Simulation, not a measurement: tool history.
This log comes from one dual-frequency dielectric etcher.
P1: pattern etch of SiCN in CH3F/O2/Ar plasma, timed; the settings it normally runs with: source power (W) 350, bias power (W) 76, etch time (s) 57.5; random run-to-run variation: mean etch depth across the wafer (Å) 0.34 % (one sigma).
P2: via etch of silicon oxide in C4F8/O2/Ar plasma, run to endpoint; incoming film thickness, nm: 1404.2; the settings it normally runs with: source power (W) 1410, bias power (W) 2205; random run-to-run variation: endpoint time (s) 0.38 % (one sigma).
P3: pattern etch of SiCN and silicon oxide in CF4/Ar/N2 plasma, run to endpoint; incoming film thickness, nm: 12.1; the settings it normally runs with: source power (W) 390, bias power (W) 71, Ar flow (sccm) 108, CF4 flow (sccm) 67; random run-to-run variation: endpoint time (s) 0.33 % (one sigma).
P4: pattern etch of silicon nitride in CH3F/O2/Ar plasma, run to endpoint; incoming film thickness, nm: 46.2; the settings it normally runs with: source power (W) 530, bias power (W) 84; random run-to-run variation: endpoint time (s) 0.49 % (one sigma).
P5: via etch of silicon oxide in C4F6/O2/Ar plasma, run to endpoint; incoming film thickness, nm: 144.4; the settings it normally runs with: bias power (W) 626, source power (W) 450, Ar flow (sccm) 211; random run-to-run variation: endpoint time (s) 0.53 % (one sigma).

run   hour  process that ran  source power (W)  bias power (W)  etch time (s)  Ar flow (sccm)  CF4 flow (sccm)  mean etch depth across the wafer (Å)  endpoint time (s)
  1    6.0                P1               350              76           57.5                                                                 210.17
  2   12.0                P1               350              76           57.5                                                                 209.90
  3   16.3                P3               280              71                            108               67                                                   22.654
  4   20.7                P1               350              76           57.5                                                                 211.67
  5   25.5                P1               350              76           43.5                                                                 159.53
  6   30.1                P5               450             626                            211                                                                    26.404
      31.8  -- source power generator calibrated
  7   34.3                P5               450             626                            296                                                                    27.254
      36.8  -- wet clean of the chamber
  8   37.6                P5               320             626                            211                                                                    29.842
  9   41.0                P4               700              84                                                                                                   48.689
 10   43.7                P1               350              51           57.5                                                                 184.74
 11   48.0                P1               350              76           80.5                                                                 296.85
 12   52.0                P2              1410            2205                                                                                                  315.310
 13   56.1                P4               530              84                                                                                                   54.711
 14   59.3                P4               530              49                                                                                                   65.192
 15   64.6                P1               440              76           57.5                                                                 229.36
 16   70.1                P1               250              76           42.5                                                                 138.14
 17   75.0                P1               350              63           70.5                                                                 242.25
 18   80.5                P3               390              71                            108               67                                                   16.863
 19   86.5                P2              1410            2205                                                                                                  316.440
 20   91.6                P1               230              76           57.5                                                                 179.71
 21   94.2                P3               390              71                            108               40                                                   18.483
 22   99.2                P3               390              71                             63               67                                                   15.566
 23  104.0                P1               350              76           57.5                                                                 210.87
 24  109.9                P1               350              76           57.5                                                                 211.42
 25  114.2                P5               450             481                            211                                                                    29.384
 26  118.4                P3               390              44                            108               67                                                   19.788
 27  121.7                P2              1410            2739                                                                                                  296.770
 28  126.0                P2              1160            2205                                                                                                  340.690
 29  129.7                P1               350             102           57.5                                                                 236.54
 30  134.0                P1               350              76           57.5                                                                 211.17
 31  139.8                P1               350              76           57.5                                                                 212.91
 32  143.4                P1               350              76           57.5                                                                 213.13
     145.8  -- wet clean of the chamber
 33  148.5                P1               350              76           57.5                                                                 215.34
 34  154.5                P1               350              76           57.5                                                                 213.06
 35  159.8                P1               350              76           57.5                                                                 216.30
 36  162.5                P1               350              76           57.5                                                                 213.04

What P1 gives has crept off from where it sat before. The 2 causes that follow fit the log equally well, each at the size noted:
A: bias power that arrives over what is set, % = 4.75
B: source power that arrives over what is set, % = 4.6
The creep began at about hour 134.0.
Ruled out, with reasons:
chamber walls in a state that raises the etch rate, %: its service at hour 145.8 followed the start of the drift and did not put the process back to its old value

Question marks stand in for the results of the 4 check runs listed below, each run on one wafer. Under which run would the listed causes show clearly different results?
check 1  165.2                P5               450             626                            211                                                                         ?
check 2  165.2                P3               390              71                            108               67                                                        ?
check 3  165.2                P2              1410            2205                                                                                                        ?
check 4  165.2                P4               530              84                                                                                                        ?

If the cause were each of the candidates in turn, the checks would give the following:
  check             result     if A     if B
check 1  endpoint time (s)   25.909   25.945
check 2  endpoint time (s)   16.639   16.254
check 3  endpoint time (s)  312.590  311.410
check 4  endpoint time (s)   53.819   53.774
Smallest distance between any two causes, each pair judged by its most separating result, in per cent: check 1 0.14 %; check 2 2.34 %; check 3 0.38 %; check 4 0.08 %
The causes can be told apart only by check 2. The other checks would give nearly the same results under each of them.

Check 2 has now been run. It gave: endpoint time (s) 16.684. Which of the candidate causes is it?

It is A: bias power that arrives over what is set, %.
